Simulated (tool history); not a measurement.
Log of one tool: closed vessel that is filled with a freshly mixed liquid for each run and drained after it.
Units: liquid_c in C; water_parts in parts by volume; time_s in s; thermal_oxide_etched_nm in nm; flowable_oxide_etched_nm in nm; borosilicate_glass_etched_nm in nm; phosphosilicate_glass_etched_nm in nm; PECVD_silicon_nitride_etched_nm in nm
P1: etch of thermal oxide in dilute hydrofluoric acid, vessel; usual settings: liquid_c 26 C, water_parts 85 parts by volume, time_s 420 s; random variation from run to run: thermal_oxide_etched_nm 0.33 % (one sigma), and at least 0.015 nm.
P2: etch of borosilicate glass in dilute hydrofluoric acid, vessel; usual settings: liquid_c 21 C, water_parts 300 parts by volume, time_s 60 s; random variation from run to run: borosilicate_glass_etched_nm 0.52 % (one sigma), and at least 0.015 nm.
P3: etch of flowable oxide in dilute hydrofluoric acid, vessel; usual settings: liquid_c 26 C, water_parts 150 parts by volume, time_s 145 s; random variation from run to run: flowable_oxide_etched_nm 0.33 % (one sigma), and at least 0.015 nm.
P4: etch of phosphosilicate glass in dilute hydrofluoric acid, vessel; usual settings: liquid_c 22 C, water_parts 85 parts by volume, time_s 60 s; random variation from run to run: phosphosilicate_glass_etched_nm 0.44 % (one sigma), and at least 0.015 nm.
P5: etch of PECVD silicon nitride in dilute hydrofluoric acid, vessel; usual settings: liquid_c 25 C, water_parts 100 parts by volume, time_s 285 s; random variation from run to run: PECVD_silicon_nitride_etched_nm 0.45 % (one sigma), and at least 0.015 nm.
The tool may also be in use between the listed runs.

| run | hour | process | liquid_c | water_parts | time_s | hours since the thermometer was replaced | hours since the hydrofluoric acid flow meter was replaced | thermal_oxide_etched_nm | flowable_oxide_etched_nm | borosilicate_glass_etched_nm | phosphosilicate_glass_etched_nm | PECVD_silicon_nitride_etched_nm |
|---|---|---|---|---|---|---|---|---|---|---|---|---|
| 1 | 11.7 | P1 | 26 | 85 | 420 | 582.8 | 767.6 | 26.611 |  |  |  |  |
| 2 | 18.2 | P1 | 26 | 85 | 35 | 589.3 | 774.1 | 2.1927 |  |  |  |  |
| 3 | 27.7 | P3 | 26 | 150 | 30 | 598.8 | 783.6 |  | 8.254 |  |  |  |
| 4 | 34.1 | P2 | 21 | 300 | 30 | 605.2 | 790 |  |  | 2.9639 |  |  |
| 5 | 47.8 | P2 | 21 | 300 | 60 | 618.9 | 803.7 |  |  | 5.9336 |  |  |
| 6 | 56.9 | P1 | 26 | 85 | 420 | 628 | 812.8 | 26.407 |  |  |  |  |
|  | 57.5 | thermometer replaced |
| 7 | 66 | P1 | 32.5 | 85 | 420 | 8.5 | 821.9 | 34.032 |  |  |  |  |
| 8 | 79.3 | P1 | 26 | 85 | 420 | 21.8 | 835.2 | 26.518 |  |  |  |  |
| 9 | 92.8 | P3 | 26 | 150 | 145 | 35.3 | 848.7 |  | 39.8 |  |  |  |
| 10 | 106.5 | P1 | 26 | 140 | 420 | 49 | 862.4 | 15.084 |  |  |  |  |
| 11 | 114.1 | P3 | 26 | 40 | 145 | 56.6 | 870 |  | 173.99 |  |  |  |
| 12 | 123.2 | P3 | 32.5 | 150 | 145 | 65.7 | 879.1 |  | 50.557 |  |  |  |
| 13 | 134.1 | P1 | 26 | 85 | 790 | 76.6 | 890 | 50.019 |  |  |  |  |
| 14 | 143.8 | P2 | 21 | 300 | 60 | 86.3 | 899.7 |  |  | 5.9682 |  |  |
| 15 | 151.7 | P4 | 17 | 85 | 60 | 94.2 | 907.6 |  |  |  | 67.27 |  |
| 16 | 163.6 | P1 | 26 | 85 | 420 | 106.1 | 919.5 | 26.545 |  |  |  |  |
| 17 | 174 | P5 | 25 | 40 | 285 | 116.5 | 929.9 |  |  |  |  | 32.93 |
| 18 | 187 | P1 | 26 | 85 | 420 | 129.5 | 942.9 | 26.612 |  |  |  |  |
| 19 | 195.9 | P4 | 22 | 85 | 30 | 138.4 | 951.8 |  |  |  | 41.436 |  |
| 20 | 209.6 | P2 | 21 | 50 | 60 | 152.1 | 965.5 |  |  | 46.394 |  |  |
| 21 | 222.8 | P1 | 26 | 115 | 75 | 165.3 | 978.7 | 3.381 |  |  |  |  |
| 22 | 229.8 | P5 | 19 | 100 | 285 | 172.3 | 985.7 |  |  |  |  | 8.9597 |
| 23 | 240 | P4 | 22 | 85 | 60 | 182.5 | 995.9 |  |  |  | 83.315 |  |
| 24 | 247.8 | P1 | 20.5 | 85 | 420 | 190.3 | 1003.7 | 21.229 |  |  |  |  |
| 25 | 257.4 | P4 | 22 | 115 | 60 | 199.9 | 1013.3 |  |  |  | 59.501 |  |
| 26 | 264.3 | P5 | 25 | 100 | 285 | 206.8 | 1020.2 |  |  |  |  | 13.374 |
| 27 | 272.7 | P1 | 26 | 85 | 420 | 215.2 | 1028.6 | 26.664 |  |  |  |  |
| 28 | 280.8 | P1 | 22 | 85 | 735 | 223.3 | 1036.7 | 39.655 |  |  |  |  |
| 29 | 294.4 | P2 | 28.5 | 300 | 60 | 236.9 | 1050.3 |  |  | 7.7918 |  |  |
| 30 | 302.2 | P1 | 19 | 85 | 665 | 244.7 | 1058.1 | 31.721 |  |  |  |  |
| 31 | 312.2 | P5 | 25 | 100 | 460 | 254.7 | 1068.1 |  |  |  |  | 21.481 |
| 32 | 320.2 | P1 | 26 | 30 | 420 | 262.7 | 1076.1 | 81.37 |  |  |  |  |
| 33 | 332.1 | P1 | 26 | 85 | 420 | 274.6 | 1088 | 26.684 |  |  |  |  |
| 34 | 338.4 | P1 | 26 | 85 | 420 | 280.9 | 1094.3 | 26.238 |  |  |  |  |
| 35 | 351.4 | P1 | 26 | 85 | 420 | 293.9 | 1107.3 | 25.715 |  |  |  |  |
| 36 | 360 | P1 | 26 | 85 | 420 | 302.5 | 1115.9 | 25.561 |  |  |  |  |
| 37 | 371.5 | P1 | 26 | 85 | 420 | 314 | 1127.4 | 25.167 |  |  |  |  |
| 38 | 383.6 | P1 | 26 | 85 | 420 | 326.1 | 1139.5 | 25.149 |  |  |  |  |
| 39 | 396.7 | P1 | 26 | 85 | 420 | 339.2 | 1152.6 | 25.044 |  |  |  |  |
| 40 | 409.8 | P1 | 26 | 85 | 420 | 352.3 | 1165.7 | 24.798 |  |  |  |  |
| 41 | 422.7 | P1 | 26 | 85 | 420 | 365.2 | 1178.6 | 24.955 |  |  |  |  |
| 42 | 431.3 | P1 | 26 | 85 | 420 | 373.8 | 1187.2 | 24.825 |  |  |  |  |
| 43 | 443.8 | P1 | 26 | 85 | 420 | 386.3 | 1199.7 | 24.828 |  |  |  |  |
| 44 | 449.9 | P1 | 26 | 85 | 420 | 392.4 | 1205.8 | 24.848 |  |  |  |  |

What P1 gives has crept away from where it was. These 2 causes fit the log equally well, each at the size given:
A: liquid colder than its thermometer reads (K) = 1.69
B: hydrofluoric acid flow below the setpoint (%) = 5.83
The creep began at about hour 332.1.

4 check runs are offered, one wafer each, their results left as question marks. Which one tells the causes apart?
| check 1 | 456 | P4 | 17 | 85 | 60 |  |  |  |  |  | ? |  |
| check 2 | 456 | P2 | 24 | 65 | 60 |  |  |  |  | ? |  |  |
| check 3 | 456 | P5 | 19.5 | 100 | 285 |  |  |  |  |  |  | ? |
| check 4 | 456 | P3 | 26 | 55 | 80 |  |  |  | ? |  |  |  |

What each check would give under each cause:
| check | result | if A | if B |
|---|---|---|---|
| check 1 | phosphosilicate_glass_etched_nm | 62.624 | 63.054 |
| check 2 | borosilicate_glass_etched_nm | 37.047 | 37.196 |
| check 3 | PECVD_silicon_nitride_etched_nm | 8.2581 | 8.7493 |
| check 4 | flowable_oxide_etched_nm | 63.265 | 63.505 |
How far apart the two closest causes lie, in the result that separates them most: check 1 0.68 %; check 2 0.4 %; check 3 5.78 %; check 4 0.38 %
Only check 3 tells the causes apart: in the others they would give nearly the same result.

Then check 3 was run and gave: PECVD_silicon_nitride_etched_nm 8.7744 nm. Which cause is it?

It is B: hydrofluoric acid flow below the setpoint (%).
